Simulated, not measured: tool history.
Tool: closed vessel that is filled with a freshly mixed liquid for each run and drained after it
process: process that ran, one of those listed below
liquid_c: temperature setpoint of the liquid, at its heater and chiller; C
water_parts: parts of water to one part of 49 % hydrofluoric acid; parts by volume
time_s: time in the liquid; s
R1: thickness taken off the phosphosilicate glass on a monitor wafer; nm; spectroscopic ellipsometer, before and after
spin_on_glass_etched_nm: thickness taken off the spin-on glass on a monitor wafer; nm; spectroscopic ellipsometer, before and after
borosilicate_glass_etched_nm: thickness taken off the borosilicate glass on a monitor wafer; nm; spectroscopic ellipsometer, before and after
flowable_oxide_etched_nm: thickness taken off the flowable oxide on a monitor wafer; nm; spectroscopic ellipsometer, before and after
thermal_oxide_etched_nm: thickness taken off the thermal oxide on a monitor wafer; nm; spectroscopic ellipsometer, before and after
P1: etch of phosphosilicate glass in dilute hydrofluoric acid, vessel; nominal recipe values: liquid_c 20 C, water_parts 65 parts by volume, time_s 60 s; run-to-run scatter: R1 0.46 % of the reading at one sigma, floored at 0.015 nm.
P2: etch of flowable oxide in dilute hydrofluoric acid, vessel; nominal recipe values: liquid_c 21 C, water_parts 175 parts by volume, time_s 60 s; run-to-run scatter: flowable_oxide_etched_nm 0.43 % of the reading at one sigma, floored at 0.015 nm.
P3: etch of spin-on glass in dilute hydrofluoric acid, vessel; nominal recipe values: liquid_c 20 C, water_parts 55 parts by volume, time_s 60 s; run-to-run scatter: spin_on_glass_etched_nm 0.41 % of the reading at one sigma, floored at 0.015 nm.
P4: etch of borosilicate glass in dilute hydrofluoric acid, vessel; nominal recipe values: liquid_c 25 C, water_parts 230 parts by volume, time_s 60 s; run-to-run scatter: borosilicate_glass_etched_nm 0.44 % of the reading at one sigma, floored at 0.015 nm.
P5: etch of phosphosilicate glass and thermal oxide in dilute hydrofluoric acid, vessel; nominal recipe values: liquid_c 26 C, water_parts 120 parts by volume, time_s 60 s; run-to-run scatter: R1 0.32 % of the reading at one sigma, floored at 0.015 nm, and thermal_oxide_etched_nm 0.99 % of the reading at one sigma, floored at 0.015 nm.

run 1 day=0.217 | process=P1 liquid_c=20 water_parts=65 time_s=60 | R1=68.08
run 2 day=0.467 | process=P1 liquid_c=20 water_parts=65 time_s=60 | R1=67.357
run 3 day=0.654 | process=P1 liquid_c=20 water_parts=20 time_s=60 | R1=230.76
run 4 day=0.938 | process=P3 liquid_c=20 water_parts=55 time_s=100 | spin_on_glass_etched_nm=58.709
run 5 day=1.233 | process=P3 liquid_c=20 water_parts=100 time_s=60 | spin_on_glass_etched_nm=18.436
run 6 day=1.525 | process=P1 liquid_c=20 water_parts=65 time_s=60 | R1=67.214
run 7 day=1.783 | process=P4 liquid_c=17 water_parts=230 time_s=60 | borosilicate_glass_etched_nm=8.7235
run 8 day=1.921 | process=P3 liquid_c=17 water_parts=55 time_s=60 | spin_on_glass_etched_nm=31.229
run 9 day=2.154 | process=P1 liquid_c=20 water_parts=65 time_s=60 | R1=67.419
run 10 day=2.379 | process=P1 liquid_c=20 water_parts=65 time_s=60 | R1=67.155
run 11 day=2.567 | process=P2 liquid_c=28.5 water_parts=175 time_s=60 | flowable_oxide_etched_nm=14.657
run 12 day=2.804 | process=P2 liquid_c=21 water_parts=175 time_s=60 | flowable_oxide_etched_nm=11.081
run 13 day=3.079 | process=P4 liquid_c=25 water_parts=230 time_s=60 | borosilicate_glass_etched_nm=11.687
run 14 day=3.283 | process=P1 liquid_c=20 water_parts=65 time_s=30 | R1=33.658
run 15 day=3.467 | process=P1 liquid_c=20 water_parts=65 time_s=60 | R1=67.819
run 16 day=3.758 | process=P2 liquid_c=21 water_parts=175 time_s=30 | flowable_oxide_etched_nm=5.4839
run 17 day=3.95 | process=P5 liquid_c=26 water_parts=120 time_s=60 | R1=42.515 thermal_oxide_etched_nm=2.4144
run 18 day=4.192 | process=P5 liquid_c=26 water_parts=120 time_s=30 | R1=21.192 thermal_oxide_etched_nm=1.2434
run 19 day=4.388 | process=P1 liquid_c=20 water_parts=90 time_s=60 | R1=47.664
run 20 day=4.642 | process=P5 liquid_c=26 water_parts=120 time_s=60 | R1=42.343 thermal_oxide_etched_nm=2.4124
run 21 day=4.929 | process=P4 liquid_c=25 water_parts=415 time_s=60 | borosilicate_glass_etched_nm=5.4044
run 22 day=5.083 | process=P1 liquid_c=17 water_parts=40 time_s=60 | R1=97.778
run 23 day=5.267 | process=P4 liquid_c=25 water_parts=230 time_s=60 | borosilicate_glass_etched_nm=11.722
run 24 day=5.438 | process=P5 liquid_c=26 water_parts=20 time_s=60 | R1=291.39 thermal_oxide_etched_nm=16.924
run 25 day=5.708 | process=P1 liquid_c=20 water_parts=65 time_s=95 | R1=106.56
run 26 day=5.917 | process=P2 liquid_c=21 water_parts=175 time_s=60 | flowable_oxide_etched_nm=10.976
run 27 day=6.104 | process=P2 liquid_c=21 water_parts=40 time_s=60 | flowable_oxide_etched_nm=56.286
run 28 day=6.283 | process=P5 liquid_c=31 water_parts=120 time_s=60 | R1=51.136 thermal_oxide_etched_nm=2.9853
run 29 day=6.425 | process=P1 liquid_c=17 water_parts=65 time_s=60 | R1=59.296
run 30 day=6.692 | process=P1 liquid_c=27 water_parts=40 time_s=60 | R1=150.88
run 31 day=6.912 | process=P1 liquid_c=24.5 water_parts=65 time_s=60 | R1=80.786
run 32 day=7.208 | process=P3 liquid_c=20 water_parts=55 time_s=60 | spin_on_glass_etched_nm=35.262
run 33 day=7.388 | process=P4 liquid_c=25 water_parts=230 time_s=30 | borosilicate_glass_etched_nm=5.8197
run 34 day=7.621 | process=P1 liquid_c=20 water_parts=65 time_s=60 | R1=67.756
run 35 day=7.879 | process=P1 liquid_c=20 water_parts=65 time_s=60 | R1=70.227
run 36 day=8.108 | process=P1 liquid_c=20 water_parts=65 time_s=60 | R1=71.608
run 37 day=8.392 | process=P1 liquid_c=20 water_parts=65 time_s=60 | R1=72.889
run 38 day=8.671 | process=P1 liquid_c=20 water_parts=65 time_s=60 | R1=73.497
run 39 day=8.842 | process=P1 liquid_c=20 water_parts=65 time_s=60 | R1=73.844
run 40 day=9 | process=P1 liquid_c=20 water_parts=65 time_s=60 | R1=73.751
run 41 day=9.212 | process=P1 liquid_c=20 water_parts=65 time_s=60 | R1=74.514
run 42 day=9.479 | process=P1 liquid_c=20 water_parts=65 time_s=60 | R1=74.497
run 43 day=9.7 | process=P1 liquid_c=20 water_parts=65 time_s=60 | R1=74.331
run 44 day=9.942 | process=P1 liquid_c=20 water_parts=65 time_s=60 | R1=74.894

Compared with where it was, what P1 gives has crept away. Each cause listed below fits the log as well as the rest, at the size given for it:
A: hydrofluoric acid flow above the setpoint (%) = 9.83
B: liquid hotter than its thermometer reads (K) = 2.42
The process output started creeping at around day 7.621.

The list below offers 4 check runs, each averaging the results of 2 wafers, and shows each result as a question mark. For which of them would the listed causes give clearly different results?
run check 1 day=10.183 | process=P4 liquid_c=19 water_parts=310 time_s=60 | borosilicate_glass_etched_nm=?
run check 2 day=10.183 | process=P5 liquid_c=26 water_parts=40 time_s=60 | R1=? thermal_oxide_etched_nm=?
run check 3 day=10.183 | process=P3 liquid_c=20 water_parts=90 time_s=60 | spin_on_glass_etched_nm=?
run check 4 day=10.183 | process=P2 liquid_c=21 water_parts=40 time_s=30 | flowable_oxide_etched_nm=?

Expected result of each check under each candidate cause:
check=check_1 result=borosilicate_glass_etched_nm if_A=7.2625 if_B=7.0447
check=check_2 result=R1 if_A=156.33 if_B=156.2
check=check_2 result=thermal_oxide_etched_nm if_A=9.078 if_B=9.0702
check=check_3 result=spin_on_glass_etched_nm if_A=22.946 if_B=22.854
check=check_4 result=flowable_oxide_etched_nm if_A=30.955 if_B=31.066
Per check, the gap between the least separated pair of causes, taken in the result that splits them most: check 1 3.04 %; check 2 0.09 %; check 3 0.4 %; check 4 0.36 %
Of the check runs offered, only check 1 discriminates between the causes; the rest would read about the same regardless of which cause applies.

The results of check 1 are: borosilicate_glass_etched_nm 7.0375 nm. Based on these, which of the listed causes is it?

It is B: liquid hotter than its thermometer reads (K).
